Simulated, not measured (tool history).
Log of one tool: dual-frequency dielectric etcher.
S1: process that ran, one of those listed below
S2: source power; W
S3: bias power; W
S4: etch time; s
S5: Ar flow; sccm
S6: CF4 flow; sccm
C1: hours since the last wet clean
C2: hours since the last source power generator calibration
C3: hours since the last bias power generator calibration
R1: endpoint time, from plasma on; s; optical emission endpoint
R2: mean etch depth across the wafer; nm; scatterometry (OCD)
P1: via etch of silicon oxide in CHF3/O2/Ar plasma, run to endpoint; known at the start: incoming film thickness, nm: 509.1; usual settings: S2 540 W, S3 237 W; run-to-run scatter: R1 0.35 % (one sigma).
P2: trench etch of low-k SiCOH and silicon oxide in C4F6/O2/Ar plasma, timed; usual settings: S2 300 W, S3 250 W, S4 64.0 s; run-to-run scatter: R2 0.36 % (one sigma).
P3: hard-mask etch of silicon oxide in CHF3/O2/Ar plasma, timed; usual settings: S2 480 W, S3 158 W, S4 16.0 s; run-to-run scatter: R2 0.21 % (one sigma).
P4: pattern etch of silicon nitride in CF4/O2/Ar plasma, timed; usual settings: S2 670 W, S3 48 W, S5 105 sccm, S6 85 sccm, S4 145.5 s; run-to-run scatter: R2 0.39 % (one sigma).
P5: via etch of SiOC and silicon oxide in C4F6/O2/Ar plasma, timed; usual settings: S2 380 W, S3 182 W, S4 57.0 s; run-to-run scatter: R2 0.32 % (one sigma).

run	hour	S1	S2	S3	S4	S5	S6	C1	C2	C3	R1	R2
1	8.9	P1	540	237				228.5	3896.0	1752.8	244.25	
2	17.8	P1	540	237				237.4	3904.9	1761.7	242.92	
3	23.4	P1	330	287				243.0	3910.5	1767.3	270.51	
4	32.2	P1	540	237				251.8	3919.3	1776.1	241.98	
5	40.3	P5	380	182	81.0			259.9	3927.4	1784.2		86.532
6	45.1	P4	670	58	145.5	105	85	264.7	3932.2	1789.0		371.870
7	50.8	P2	370	250	64.0			270.4	3937.9	1794.7		219.740
8	54.9	P4	670	48	145.5	105	85	274.5	3942.0	1798.8		347.010
# hour 56.2: source power generator calibrated
9	60.0	P2	300	250	64.0			279.6	3.9	1803.9		203.410
10	64.6	P4	670	48	145.5	105	120	284.2	8.5	1808.5		361.150
11	73.1	P1	540	237				292.7	17.0	1817.0	242.05	
12	81.7	P3	480	215	16.0			301.3	25.6	1825.6		31.836
13	89.2	P3	480	158	16.0			308.8	33.1	1833.1		28.636
14	96.3	P1	540	237				315.9	40.2	1840.2	242.93	
15	101.1	P4	670	48	145.5	131	85	320.7	45.0	1845.0		334.730
16	109.8	P5	380	218	57.0			329.4	53.7	1853.7		64.617
17	116.8	P2	300	250	79.5			336.4	60.7	1860.7		253.490
18	122.0	P4	670	48	198.0	105	85	341.6	65.9	1865.9		470.720
19	128.1	P3	480	158	16.0			347.7	72.0	1872.0		28.606
20	133.5	P3	660	158	16.0			353.1	77.4	1877.4		32.278
21	137.9	P5	380	182	57.0			357.5	81.8	1881.8		61.041
22	144.1	P1	540	145				363.7	88.0	1888.0	285.37	
23	149.4	P1	340	237				369.0	93.3	1893.3	287.34	
24	156.4	P2	300	250	64.0			376.0	100.3	1900.3		203.110
25	163.4	P4	490	48	145.5	105	85	383.0	107.3	1907.3		262.710
26	169.4	P1	680	237				389.0	113.3	1913.3	222.43	
27	176.1	P3	480	158	22.5			395.7	120.0	1920.0		40.091
28	183.4	P1	540	283				403.0	127.3	1927.3	228.02	
29	189.4	P4	670	48	145.5	105	85	409.0	133.3	1933.3		345.960
30	194.6	P5	380	182	57.0			414.2	138.5	1938.5		60.902
31	201.1	P2	300	324	64.0			420.7	145.0	1945.0		223.700
32	207.9	P1	540	237				427.5	151.8	1951.8	242.94	
33	216.2	P5	240	182	57.0			435.8	160.1	1960.1		51.104
34	224.0	P1	540	237				443.6	167.9	1967.9	241.34	
35	228.6	P1	540	237				448.2	172.5	1972.5	243.35	

Forecast run 36:
36	235.8	P1	540	237				455.4	179.7	1979.7	?	

{"run 36": {"R1": 244.69}}
